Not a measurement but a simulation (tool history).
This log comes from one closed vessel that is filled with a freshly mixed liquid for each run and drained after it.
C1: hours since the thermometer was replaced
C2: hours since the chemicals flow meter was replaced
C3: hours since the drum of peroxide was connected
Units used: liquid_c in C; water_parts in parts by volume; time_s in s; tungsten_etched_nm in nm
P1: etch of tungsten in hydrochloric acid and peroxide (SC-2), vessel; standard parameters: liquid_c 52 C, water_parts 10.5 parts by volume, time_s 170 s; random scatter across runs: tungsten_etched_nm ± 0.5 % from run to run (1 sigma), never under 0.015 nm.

Run 1, hour 6.8: liquid_c 52 C, water_parts 10.5 parts by volume, time_s 170 s; C1 1610.2; C2 936.4; C3 453.7. Result: tungsten_etched_nm 49.629 nm.
Run 2, hour 13.9: liquid_c 67 C, water_parts 10.5 parts by volume, time_s 170 s; C1 1617.3; C2 943.5; C3 460.8. Result: tungsten_etched_nm 128.560 nm.
Run 3, hour 17.3: liquid_c 52 C, water_parts 4.0 parts by volume, time_s 55 s; C1 1620.7; C2 946.9; C3 464.2. Result: tungsten_etched_nm 33.909 nm.
Run 4, hour 20.6: liquid_c 52 C, water_parts 10.5 parts by volume, time_s 170 s; C1 1624.0; C2 950.2; C3 467.5. Result: tungsten_etched_nm 49.897 nm.
Run 5, hour 26.0: liquid_c 52 C, water_parts 4.0 parts by volume, time_s 170 s; C1 1629.4; C2 955.6; C3 472.9. Result: tungsten_etched_nm 104.090 nm.
Run 6, hour 30.9: liquid_c 52 C, water_parts 10.5 parts by volume, time_s 170 s; C1 1634.3; C2 960.5; C3 477.8. Result: tungsten_etched_nm 49.576 nm.
Run 7, hour 37.6: liquid_c 52 C, water_parts 14.5 parts by volume, time_s 170 s; C1 1641.0; C2 967.2; C3 484.5. Result: tungsten_etched_nm 37.959 nm.
Run 8, hour 44.7: liquid_c 52 C, water_parts 10.5 parts by volume, time_s 170 s; C1 1648.1; C2 974.3; C3 491.6. Result: tungsten_etched_nm 49.854 nm.
Run 9, hour 48.0: liquid_c 52 C, water_parts 4.0 parts by volume, time_s 245 s; C1 1651.4; C2 977.6; C3 494.9. Result: tungsten_etched_nm 149.550 nm.
Run 10, hour 54.2: liquid_c 52 C, water_parts 16.5 parts by volume, time_s 310 s; C1 1657.6; C2 983.8; C3 501.1. Result: tungsten_etched_nm 61.693 nm.
Run 11, hour 59.0: liquid_c 52 C, water_parts 10.5 parts by volume, time_s 95 s; C1 1662.4; C2 988.6; C3 505.9. Result: tungsten_etched_nm 27.983 nm.
Run 12, hour 63.6: liquid_c 36 C, water_parts 10.5 parts by volume, time_s 170 s; C1 1667.0; C2 993.2; C3 510.5. Result: tungsten_etched_nm 16.492 nm.
Run 13, hour 68.2: liquid_c 52 C, water_parts 10.5 parts by volume, time_s 245 s; C1 1671.6; C2 997.8; C3 515.1. Result: tungsten_etched_nm 71.604 nm.
Run 14, hour 72.2: liquid_c 52 C, water_parts 10.5 parts by volume, time_s 170 s; C1 1675.6; C2 1001.8; C3 519.1. Result: tungsten_etched_nm 49.892 nm.
Run 15, hour 77.7: liquid_c 52 C, water_parts 10.5 parts by volume, time_s 170 s; C1 1681.1; C2 1007.3; C3 524.6. Result: tungsten_etched_nm 51.234 nm.

Predict the results of run 16:
Run 16, hour 83.8: liquid_c 52 C, water_parts 10.5 parts by volume, time_s 170 s; C1 1687.2; C2 1013.4; C3 530.7. Result: tungsten_etched_nm ?.

tungsten_etched_nm: 52.847 nm

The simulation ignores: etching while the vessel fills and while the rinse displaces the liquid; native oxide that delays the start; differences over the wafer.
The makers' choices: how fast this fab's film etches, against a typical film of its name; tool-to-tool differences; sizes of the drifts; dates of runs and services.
